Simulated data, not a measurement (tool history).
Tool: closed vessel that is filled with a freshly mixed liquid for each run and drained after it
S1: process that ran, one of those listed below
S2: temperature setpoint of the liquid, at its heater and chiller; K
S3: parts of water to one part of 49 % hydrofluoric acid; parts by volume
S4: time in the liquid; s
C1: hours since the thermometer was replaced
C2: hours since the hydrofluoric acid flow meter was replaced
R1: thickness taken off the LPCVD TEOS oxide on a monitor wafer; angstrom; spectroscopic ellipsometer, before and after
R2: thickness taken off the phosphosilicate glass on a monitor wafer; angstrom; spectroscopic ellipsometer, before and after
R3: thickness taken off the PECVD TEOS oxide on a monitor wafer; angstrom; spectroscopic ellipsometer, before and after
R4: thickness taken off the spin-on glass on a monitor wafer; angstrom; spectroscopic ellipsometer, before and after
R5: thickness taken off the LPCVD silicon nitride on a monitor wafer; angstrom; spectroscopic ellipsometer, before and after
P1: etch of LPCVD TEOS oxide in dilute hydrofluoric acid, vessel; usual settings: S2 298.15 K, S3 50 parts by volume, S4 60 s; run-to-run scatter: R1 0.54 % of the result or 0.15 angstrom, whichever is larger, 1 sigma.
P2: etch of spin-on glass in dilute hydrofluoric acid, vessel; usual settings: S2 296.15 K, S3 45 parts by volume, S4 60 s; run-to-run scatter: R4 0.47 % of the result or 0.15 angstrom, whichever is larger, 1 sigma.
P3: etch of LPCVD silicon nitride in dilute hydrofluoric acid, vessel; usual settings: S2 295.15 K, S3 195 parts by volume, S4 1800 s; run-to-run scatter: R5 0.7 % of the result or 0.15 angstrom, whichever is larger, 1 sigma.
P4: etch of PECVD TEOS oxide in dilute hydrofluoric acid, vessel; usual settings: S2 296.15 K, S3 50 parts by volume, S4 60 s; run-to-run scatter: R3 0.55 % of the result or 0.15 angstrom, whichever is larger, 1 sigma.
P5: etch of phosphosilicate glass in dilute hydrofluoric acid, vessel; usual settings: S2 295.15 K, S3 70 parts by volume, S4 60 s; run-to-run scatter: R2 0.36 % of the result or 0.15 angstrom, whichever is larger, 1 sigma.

| run | hour | S1 | S2 | S3 | S4 | C1 | C2 | R1 | R2 | R3 | R4 | R5 |
|---|---|---|---|---|---|---|---|---|---|---|---|---|
| 1 | 12.7 | P1 | 298.15 | 50 | 60 | 342 | 691.2 | 320.44 |  |  |  |  |
| 2 | 18.5 | P5 | 290.15 | 70 | 60 | 347.8 | 697 |  | 1329.6 |  |  |  |
| 3 | 28.5 | P4 | 296.15 | 50 | 60 | 357.8 | 707 |  |  | 289.34 |  |  |
| 4 | 40 | P1 | 305.65 | 50 | 60 | 369.3 | 718.5 | 428.52 |  |  |  |  |
| 5 | 50.4 | P2 | 296.15 | 45 | 60 | 379.7 | 728.9 |  |  |  | 520.26 |  |
|  | 50.9 | thermometer replaced |
| 6 | 56.4 | P1 | 298.15 | 20 | 30 | 5.5 | 734.9 | 419.4 |  |  |  |  |
| 7 | 64.8 | P2 | 296.15 | 25 | 60 | 13.9 | 743.3 |  |  |  | 964.37 |  |
| 8 | 71.7 | P1 | 298.15 | 50 | 60 | 20.8 | 750.2 | 319.26 |  |  |  |  |
| 9 | 83.8 | P1 | 298.15 | 50 | 60 | 32.9 | 762.3 | 322.2 |  |  |  |  |
| 10 | 93.7 | P2 | 296.15 | 45 | 30 | 42.8 | 772.2 |  |  |  | 261.04 |  |
| 11 | 105.8 | P4 | 296.15 | 50 | 30 | 54.9 | 784.3 |  |  | 144.99 |  |  |
| 12 | 113.5 | P3 | 291.15 | 195 | 1800 | 62.6 | 792 |  |  |  |  | 28.001 |
| 13 | 122.3 | P5 | 295.15 | 70 | 30 | 71.4 | 800.8 |  | 822.93 |  |  |  |
| 14 | 133 | P2 | 296.15 | 45 | 60 | 82.1 | 811.5 |  |  |  | 519.59 |  |
| 15 | 138.7 | P3 | 295.15 | 325 | 1800 | 87.8 | 817.2 |  |  |  |  | 22.03 |
| 16 | 149.1 | P3 | 295.15 | 195 | 1800 | 98.2 | 827.6 |  |  |  |  | 36.817 |
| 17 | 159.4 | P1 | 298.15 | 20 | 60 | 108.5 | 837.9 | 845.2 |  |  |  |  |
| 18 | 170.7 | P4 | 304.15 | 50 | 60 | 119.8 | 849.2 |  |  | 400.16 |  |  |
| 19 | 180.6 | P2 | 291.15 | 45 | 60 | 129.7 | 859.1 |  |  |  | 422.58 |  |
| 20 | 189.4 | P1 | 292.65 | 50 | 60 | 138.5 | 867.9 | 257.3 |  |  |  |  |
| 21 | 198.3 | P1 | 298.15 | 50 | 60 | 147.4 | 876.8 | 322.6 |  |  |  |  |
| 22 | 211.1 | P1 | 298.15 | 90 | 60 | 160.2 | 889.6 | 169.14 |  |  |  |  |
| 23 | 217.5 | P1 | 298.15 | 50 | 30 | 166.6 | 896 | 159.13 |  |  |  |  |
| 24 | 224 | P4 | 296.15 | 90 | 60 | 173.1 | 902.5 |  |  | 154.24 |  |  |
| 25 | 232.2 | P5 | 295.15 | 125 | 60 | 181.3 | 910.7 |  | 860.13 |  |  |  |
| 26 | 241 | P1 | 298.15 | 50 | 60 | 190.1 | 919.5 | 322.98 |  |  |  |  |
| 27 | 251.7 | P3 | 295.15 | 195 | 155 | 200.8 | 930.2 |  |  |  |  | 3.1057 |
| 28 | 264 | P1 | 298.15 | 50 | 60 | 213.1 | 942.5 | 319.09 |  |  |  |  |
| 29 | 272.5 | P1 | 298.15 | 50 | 85 | 221.6 | 951 | 456.12 |  |  |  |  |
| 30 | 284.8 | P5 | 295.15 | 70 | 60 | 233.9 | 963.3 |  | 1641.6 |  |  |  |
| 31 | 291 | P1 | 298.15 | 50 | 60 | 240.1 | 969.5 | 323.31 |  |  |  |  |
| 32 | 300.4 | P1 | 298.15 | 50 | 60 | 249.5 | 978.9 | 323.53 |  |  |  |  |
| 33 | 307 | P1 | 298.15 | 50 | 60 | 256.1 | 985.5 | 316.68 |  |  |  |  |
| 34 | 319 | P1 | 298.15 | 50 | 60 | 268.1 | 997.5 | 310.13 |  |  |  |  |
| 35 | 327.6 | P1 | 298.15 | 50 | 60 | 276.7 | 1006.1 | 306.08 |  |  |  |  |
| 36 | 334.3 | P1 | 298.15 | 50 | 60 | 283.4 | 1012.8 | 307.75 |  |  |  |  |
| 37 | 346 | P1 | 298.15 | 50 | 60 | 295.1 | 1024.5 | 302.11 |  |  |  |  |
| 38 | 354 | P1 | 298.15 | 50 | 60 | 303.1 | 1032.5 | 306.04 |  |  |  |  |
| 39 | 363.1 | P1 | 298.15 | 50 | 60 | 312.2 | 1041.6 | 303.37 |  |  |  |  |
| 40 | 369.3 | P1 | 298.15 | 50 | 60 | 318.4 | 1047.8 | 302.94 |  |  |  |  |

The next listed run, before its measurement:
| 41 | 377.1 | P1 | 298.15 | 50 | 60 | 326.2 | 1055.6 | ? |  |  |  |  |

Run 41 gave R1 304.2 angstrom.
